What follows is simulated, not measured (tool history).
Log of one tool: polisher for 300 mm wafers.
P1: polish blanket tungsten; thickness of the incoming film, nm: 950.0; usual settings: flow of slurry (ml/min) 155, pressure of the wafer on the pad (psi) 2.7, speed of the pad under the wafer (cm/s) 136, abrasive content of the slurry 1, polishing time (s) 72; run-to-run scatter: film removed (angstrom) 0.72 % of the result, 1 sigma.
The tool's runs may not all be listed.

run   hour  flow of slurry (ml/min)  pressure of the wafer on the pad (psi)  speed of the pad under the wafer (cm/s)  abrasive content of the slurry  polishing time (s)  film removed (angstrom)
  1   11.8                      155                                     2.7                                      136                               1                  72                   3450.9
  2   28.3                      155                                     2.7                                       86                               1                  72                   2192.5
  3   40.2                       95                                     2.7                                      136                               1                  72                   3158.7
  4   49.5                      155                                     2.7                                      136                               1                  72                   3444.1
  5   61.7                      155                                     3.4                                      136                               1                  45                   2741.7
  6   70.4                      155                                     1.3                                      136                               1                  72                   1660.3
  7   80.7                      155                                     2.7                                      136                               1                  72                   3520.9
  8   91.4                      155                                     3.9                                      136                               1                  72                   4968.3
  9  100.3                      155                                     2.7                                      136                            0.65                  72                   3117.2
 10  107.7                      155                                     2.7                                      136                             1.4                  72                   3758.8
 11  118.9                      245                                     2.7                                      136                               1                  72                   3678.4
 12  126.6                      155                                     2.7                                      136                               1                  43                   2050.2
 13  140.3                      155                                     2.7                                      136                               1                  72                   3493.5
 14  150.4                      155                                     2.7                                      204                               1                  72                   5210.8
 15  164.3                      155                                     2.7                                      136                               1                  72                   3488.9
 16  172.7                      155                                     2.7                                      136                               1                  72                   3499.1
 17  183.4                      155                                     2.7                                      136                               1                 113                   5385.9
 18  196.9                      205                                     1.5                                      136                               1                  72                   2017.5
 19  213.5                      155                                     2.7                                      136                               1                  72                   3483.3
 20  224.9                      155                                     2.7                                      136                               1                  72                   3397.8
 21  235.3                      155                                     2.7                                      136                               1                  72                   3368.4
 22  250.7                      155                                     2.7                                      136                               1                  72                   3287.6

Forecast run 23:
 23  260.7                      155                                     2.7                                      136                               1                  72                        ?

{"run 23": {"film removed (angstrom)": 3243.7}}
